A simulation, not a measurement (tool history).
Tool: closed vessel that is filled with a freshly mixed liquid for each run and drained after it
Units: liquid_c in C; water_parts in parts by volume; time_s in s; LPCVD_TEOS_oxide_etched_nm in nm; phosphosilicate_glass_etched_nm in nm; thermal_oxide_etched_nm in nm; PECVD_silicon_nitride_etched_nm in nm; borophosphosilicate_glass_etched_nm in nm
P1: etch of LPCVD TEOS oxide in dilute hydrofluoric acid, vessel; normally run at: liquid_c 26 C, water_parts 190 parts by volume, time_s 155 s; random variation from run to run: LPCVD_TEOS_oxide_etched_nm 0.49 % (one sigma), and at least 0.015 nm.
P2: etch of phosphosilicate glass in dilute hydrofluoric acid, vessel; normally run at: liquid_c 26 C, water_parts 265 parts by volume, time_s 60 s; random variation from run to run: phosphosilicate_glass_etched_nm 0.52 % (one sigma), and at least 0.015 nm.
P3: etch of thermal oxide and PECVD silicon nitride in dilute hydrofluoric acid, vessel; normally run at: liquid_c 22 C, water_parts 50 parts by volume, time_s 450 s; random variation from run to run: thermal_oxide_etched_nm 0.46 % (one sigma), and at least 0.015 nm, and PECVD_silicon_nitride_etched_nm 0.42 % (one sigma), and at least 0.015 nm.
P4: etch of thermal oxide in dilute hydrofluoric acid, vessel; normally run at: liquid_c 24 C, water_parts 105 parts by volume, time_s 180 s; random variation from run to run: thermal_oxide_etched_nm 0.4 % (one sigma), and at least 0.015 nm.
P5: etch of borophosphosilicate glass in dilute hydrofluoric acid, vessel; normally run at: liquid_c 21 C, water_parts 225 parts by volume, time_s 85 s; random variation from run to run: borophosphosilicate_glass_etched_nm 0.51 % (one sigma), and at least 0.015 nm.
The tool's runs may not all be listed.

| run | day | process | liquid_c | water_parts | time_s | LPCVD_TEOS_oxide_etched_nm | phosphosilicate_glass_etched_nm | thermal_oxide_etched_nm | PECVD_silicon_nitride_etched_nm | borophosphosilicate_glass_etched_nm |
|---|---|---|---|---|---|---|---|---|---|---|
| 1 | 0.45 | P1 | 26 | 190 | 155 | 42.963 |  |  |  |  |
| 2 | 0.829 | P2 | 32.5 | 265 | 60 |  | 23.883 |  |  |  |
| 3 | 1.204 | P4 | 24 | 105 | 180 |  |  | 8.146 |  |  |
| 4 | 1.642 | P1 | 29.5 | 190 | 85 | 26.512 |  |  |  |  |
| 5 | 2.192 | P3 | 17 | 50 | 450 |  |  | 35.418 | 16.146 |  |
| 6 | 2.633 | P1 | 26 | 105 | 155 | 85.958 |  |  |  |  |
| 7 | 3.258 | P4 | 18 | 105 | 180 |  |  | 6.4919 |  |  |
| 8 | 3.992 | P1 | 26 | 190 | 155 | 42.973 |  |  |  |  |
| 9 | 4.425 | P5 | 21 | 225 | 85 |  |  |  |  | 8.7516 |
| 10 | 5.108 | P3 | 22 | 20 | 450 |  |  | 113.04 | 55.156 |  |
| 11 | 5.433 | P4 | 24 | 160 | 180 |  |  | 5.0985 |  |  |
| 12 | 6.108 | P1 | 26 | 190 | 155 | 43.323 |  |  |  |  |
| 13 | 6.775 | P1 | 26 | 190 | 155 | 43.238 |  |  |  |  |
| 14 | 7.296 | P5 | 28 | 225 | 85 |  |  |  |  | 11.224 |
| 15 | 8.017 | P5 | 21 | 375 | 85 |  |  |  |  | 4.5309 |
| 16 | 8.467 | P1 | 26 | 190 | 155 | 43.076 |  |  |  |  |
| 17 | 8.829 | P1 | 34 | 190 | 155 | 56.724 |  |  |  |  |
| 18 | 9.238 | P3 | 22 | 50 | 695 |  |  | 67.25 | 35.481 |  |
| 19 | 9.692 | P1 | 26 | 290 | 155 | 25.267 |  |  |  |  |
| 20 | 10.312 | P1 | 26 | 190 | 35 | 9.6966 |  |  |  |  |
| 21 | 10.858 | P5 | 21 | 225 | 150 |  |  |  |  | 15.401 |
| 22 | 11.304 | P3 | 22 | 50 | 450 |  |  | 43.789 | 22.927 |  |
| 23 | 11.967 | P2 | 26 | 265 | 60 |  | 19.163 |  |  |  |
| 24 | 12.3 | P4 | 24 | 105 | 310 |  |  | 14.207 |  |  |
| 25 | 12.8 | P1 | 17.5 | 190 | 155 | 31.018 |  |  |  |  |
| 26 | 13.254 | P2 | 26 | 395 | 60 |  | 11.248 |  |  |  |
| 27 | 13.783 | P2 | 26 | 265 | 90 |  | 28.728 |  |  |  |
| 28 | 14.292 | P1 | 30 | 265 | 155 | 32.727 |  |  |  |  |
| 29 | 15.012 | P1 | 26 | 190 | 245 | 67.475 |  |  |  |  |
| 30 | 15.483 | P1 | 26 | 190 | 155 | 43.173 |  |  |  |  |
| 31 | 15.921 | P1 | 26 | 190 | 155 | 41.937 |  |  |  |  |
| 32 | 16.458 | P1 | 26 | 190 | 155 | 41.837 |  |  |  |  |
| 33 | 17.05 | P1 | 26 | 190 | 155 | 41.21 |  |  |  |  |
| 34 | 17.692 | P1 | 26 | 190 | 155 | 40.911 |  |  |  |  |
| 35 | 18.104 | P1 | 26 | 190 | 155 | 41.29 |  |  |  |  |
| 36 | 18.571 | P1 | 26 | 190 | 155 | 40.829 |  |  |  |  |
| 37 | 18.904 | P1 | 26 | 190 | 155 | 40.817 |  |  |  |  |

What P1 gives has crept away from where it was. These 2 causes fit the log equally well, each at the size given:
A: hydrofluoric acid flow below the setpoint (%) = 4.35
B: liquid colder than its thermometer reads (K) = 1.48
The creep began at about day 15.483.

4 check runs are offered, one wafer each, their results left as question marks. Which one tells the causes apart?
| check 1 | 19.238 | P3 | 22 | 50 | 450 |  |  | ? | ? |  |
| check 2 | 19.238 | P2 | 26 | 265 | 60 |  | ? |  |  |  |
| check 3 | 19.238 | P4 | 24 | 105 | 180 |  |  | ? |  |  |
| check 4 | 19.238 | P5 | 21 | 225 | 85 |  |  |  |  | ? |

What each check would give under each cause:
| check | result | if A | if B |
|---|---|---|---|
| check 1 | thermal_oxide_etched_nm | 41.791 | 41.169 |
| check 1 | PECVD_silicon_nitride_etched_nm | 21.869 | 20.626 |
| check 2 | phosphosilicate_glass_etched_nm | 18.136 | 18.233 |
| check 3 | thermal_oxide_etched_nm | 7.7994 | 7.7334 |
| check 4 | borophosphosilicate_glass_etched_nm | 8.2712 | 8.2568 |
How far apart the two closest causes lie, in the result that separates them most: check 1 5.85 %; check 2 0.53 %; check 3 0.85 %; check 4 0.17 %
Check 1 tells the causes apart: in the others they would give nearly the same result.

Then check 1 was run and gave: thermal_oxide_etched_nm 41.632 nm; PECVD_silicon_nitride_etched_nm 21.857 nm. Which cause is it?

It is A: hydrofluoric acid flow below the setpoint (%).
